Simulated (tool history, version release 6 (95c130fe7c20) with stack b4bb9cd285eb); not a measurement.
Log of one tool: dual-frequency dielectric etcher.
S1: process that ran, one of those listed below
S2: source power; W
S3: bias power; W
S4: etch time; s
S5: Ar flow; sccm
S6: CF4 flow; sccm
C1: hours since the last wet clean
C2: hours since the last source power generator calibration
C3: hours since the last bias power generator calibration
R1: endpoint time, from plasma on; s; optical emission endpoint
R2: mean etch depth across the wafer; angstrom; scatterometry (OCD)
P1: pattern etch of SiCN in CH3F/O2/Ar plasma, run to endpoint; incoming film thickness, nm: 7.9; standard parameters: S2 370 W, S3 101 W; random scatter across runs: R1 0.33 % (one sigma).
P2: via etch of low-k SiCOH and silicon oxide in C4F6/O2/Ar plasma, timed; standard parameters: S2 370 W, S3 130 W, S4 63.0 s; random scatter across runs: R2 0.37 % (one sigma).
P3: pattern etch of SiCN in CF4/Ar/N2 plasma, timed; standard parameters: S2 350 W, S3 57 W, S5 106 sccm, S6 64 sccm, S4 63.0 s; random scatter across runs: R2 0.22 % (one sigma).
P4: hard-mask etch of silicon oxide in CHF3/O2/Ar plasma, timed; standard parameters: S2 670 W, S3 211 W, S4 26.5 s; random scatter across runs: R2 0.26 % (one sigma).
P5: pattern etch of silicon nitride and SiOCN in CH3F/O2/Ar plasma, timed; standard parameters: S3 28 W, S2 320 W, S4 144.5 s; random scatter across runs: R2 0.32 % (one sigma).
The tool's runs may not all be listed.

run 1 day=0.104 | S1=P1 S2=370 S3=101 | C1=323.5 C2=802.5 C3=3123.9 | R1=19.831
run 2 day=0.288 | S1=P2 S2=370 S3=165 S4=63.0 | C1=327.9 C2=806.9 C3=3128.3 | R2=1591.20
run 3 day=0.371 | S1=P3 S2=210 S3=57 S4=63.0 S5=106 S6=64 | C1=329.9 C2=808.9 C3=3130.3 | R2=253.75
run 4 day=0.500 | S1=P5 S2=320 S3=28 S4=184.0 | C1=333.0 C2=812.0 C3=3133.4 | R2=258.65
run 5 day=0.662 | S1=P1 S2=460 S3=101 | C1=336.9 C2=815.9 C3=3137.3 | R1=18.358
run 6 day=0.775 | S1=P3 S2=350 S3=57 S4=63.0 S5=106 S6=64 | C1=339.6 C2=818.6 C3=3140.0 | R2=396.51
run 7 day=0.962 | S1=P1 S2=370 S3=101 | C1=344.1 C2=823.1 C3=3144.5 | R1=19.800
run 8 day=1.096 | S1=P3 S2=350 S3=57 S4=63.0 S5=106 S6=37 | C1=347.3 C2=826.3 C3=3147.7 | R2=361.73
run 9 day=1.279 | S1=P3 S2=350 S3=41 S4=63.0 S5=106 S6=64 | C1=351.7 C2=830.7 C3=3152.1 | R2=354.97
run 10 day=1.375 | S1=P3 S2=350 S3=57 S4=41.0 S5=106 S6=64 | C1=354.0 C2=833.0 C3=3154.4 | R2=258.67
run 11 day=1.529 | S1=P4 S2=520 S3=211 S4=26.5 | C1=357.7 C2=836.7 C3=3158.1 | R2=515.88
run 12 day=1.642 | S1=P4 S2=670 S3=281 S4=26.5 | C1=360.4 C2=839.4 C3=3160.8 | R2=628.22
run 13 day=1.762 | S1=P1 S2=370 S3=101 | C1=363.3 C2=842.3 C3=3163.7 | R1=19.833
run 14 day=1.854 | S1=P1 S2=370 S3=70 | C1=365.5 C2=844.5 C3=3165.9 | R1=22.674
run 15 day=2.029 | S1=P4 S2=670 S3=211 S4=38.0 | C1=369.7 C2=848.7 C3=3170.1 | R2=809.65
run 16 day=2.196 | S1=P4 S2=670 S3=211 S4=26.5 | C1=373.7 C2=852.7 C3=3174.1 | R2=567.74
-- day=2.242 wet clean of the chamber
run 17 day=2.288 | S1=P2 S2=370 S3=130 S4=63.0 | C1=1.1 C2=854.9 C3=3176.3 | R2=1475.00
run 18 day=2.429 | S1=P1 S2=370 S3=101 | C1=4.5 C2=858.3 C3=3179.7 | R1=19.925
run 19 day=2.554 | S1=P1 S2=370 S3=101 | C1=7.5 C2=861.3 C3=3182.7 | R1=19.859
run 20 day=2.650 | S1=P3 S2=350 S3=57 S4=63.0 S5=65 S6=64 | C1=9.8 C2=863.6 C3=3185.0 | R2=428.75
run 21 day=2.750 | S1=P3 S2=350 S3=57 S4=63.0 S5=106 S6=64 | C1=12.2 C2=866.0 C3=3187.4 | R2=396.94
run 22 day=2.842 | S1=P5 S2=320 S3=28 S4=144.5 | C1=14.4 C2=868.2 C3=3189.6 | R2=203.78
run 23 day=2.946 | S1=P1 S2=500 S3=140 | C1=16.9 C2=870.7 C3=3192.1 | R1=15.696
run 24 day=3.079 | S1=P1 S2=490 S3=125 | C1=20.1 C2=873.9 C3=3195.3 | R1=16.491
run 25 day=3.254 | S1=P1 S2=290 S3=101 | C1=24.3 C2=878.1 C3=3199.5 | R1=21.728
run 26 day=3.425 | S1=P5 S2=190 S3=28 S4=144.5 | C1=28.4 C2=882.2 C3=3203.6 | R2=171.21
run 27 day=3.529 | S1=P1 S2=370 S3=133 | C1=30.9 C2=884.7 C3=3206.1 | R1=17.760
run 28 day=3.650 | S1=P1 S2=370 S3=101 | C1=33.8 C2=887.6 C3=3209.0 | R1=19.818
run 29 day=3.746 | S1=P2 S2=460 S3=130 S4=63.0 | C1=36.1 C2=889.9 C3=3211.3 | R2=1627.50
run 30 day=3.854 | S1=P2 S2=370 S3=130 S4=81.0 | C1=38.7 C2=892.5 C3=3213.9 | R2=1904.90
run 31 day=4.021 | S1=P5 S2=320 S3=34 S4=144.5 | C1=42.7 C2=896.5 C3=3217.9 | R2=223.13
run 32 day=4.108 | S1=P1 S2=370 S3=101 | C1=44.8 C2=898.6 C3=3220.0 | R1=19.829
run 33 day=4.271 | S1=P1 S2=370 S3=101 | C1=48.7 C2=902.5 C3=3223.9 | R1=19.692
run 34 day=4.392 | S1=P1 S2=370 S3=101 | C1=51.6 C2=905.4 C3=3226.8 | R1=19.560
run 35 day=4.521 | S1=P1 S2=370 S3=101 | C1=54.7 C2=908.5 C3=3229.9 | R1=19.601
run 36 day=4.712 | S1=P1 S2=370 S3=101 | C1=59.3 C2=913.1 C3=3234.5 | R1=19.677
run 37 day=4.829 | S1=P1 S2=370 S3=101 | C1=62.1 C2=915.9 C3=3237.3 | R1=19.651
-- day=4.883 wet clean of the chamber
run 38 day=5.008 | S1=P1 S2=370 S3=101 | C1=3.1 C2=920.2 C3=3241.6 | R1=19.535
run 39 day=5.154 | S1=P1 S2=370 S3=101 | C1=6.6 C2=923.7 C3=3245.1 | R1=19.501
run 40 day=5.308 | S1=P1 S2=370 S3=101 | C1=10.3 C2=927.4 C3=3248.8 | R1=19.562
run 41 day=5.408 | S1=P1 S2=370 S3=101 | C1=12.7 C2=929.8 C3=3251.2 | R1=19.544
run 42 day=5.579 | S1=P1 S2=370 S3=101 | C1=16.8 C2=933.9 C3=3255.3 | R1=19.559
run 43 day=5.683 | S1=P1 S2=370 S3=101 | C1=19.3 C2=936.4 C3=3257.8 | R1=19.650

What P1 gives has crept away from where it was. These 2 causes fit the log equally well, each at the size given:
A: source power that arrives over what is set, % = 4.63
B: bias power that arrives over what is set, % = 4.47
The onset of the drift is placed at about day 4.108.
Why every other cause is out:
chamber walls in a state that raises the etch rate, %: serviced at day 4.883, which brought nothing back

Question marks stand in for the results of the 4 check runs listed below, each run on one wafer. Under which run would the listed causes show clearly different results?
run check 1 day=5.788 | S1=P4 S2=570 S3=211 S4=38.0 | R2=?
run check 2 day=5.788 | S1=P2 S2=370 S3=150 S4=80.0 | R2=?
run check 3 day=5.788 | S1=P3 S2=350 S3=44 S4=63.0 S5=82 S6=64 | R2=?
run check 4 day=5.788 | S1=P5 S2=230 S3=28 S4=144.5 | R2=?

What every check run would give for each of its results, assuming each possible cause in turn:
check=check_1 result=R2 if_A=779.07 if_B=777.61
check=check_2 result=R2 if_A=1999.20 if_B=1990.40
check=check_3 result=R2 if_A=396.47 if_B=386.03
check=check_4 result=R2 if_A=185.37 if_B=186.43
Smallest distance between any two causes, each pair judged by its most separating result, in per cent: check 1 0.19 %; check 2 0.44 %; check 3 2.67 %; check 4 0.57 %
Of the check runs offered, only check 3 discriminates between the causes; the rest would read about the same regardless of which cause applies.

Running check 3 produced the following: R2 396.59 angstrom. Which one of the listed causes fits?

It is A: source power that arrives over what is set, %.

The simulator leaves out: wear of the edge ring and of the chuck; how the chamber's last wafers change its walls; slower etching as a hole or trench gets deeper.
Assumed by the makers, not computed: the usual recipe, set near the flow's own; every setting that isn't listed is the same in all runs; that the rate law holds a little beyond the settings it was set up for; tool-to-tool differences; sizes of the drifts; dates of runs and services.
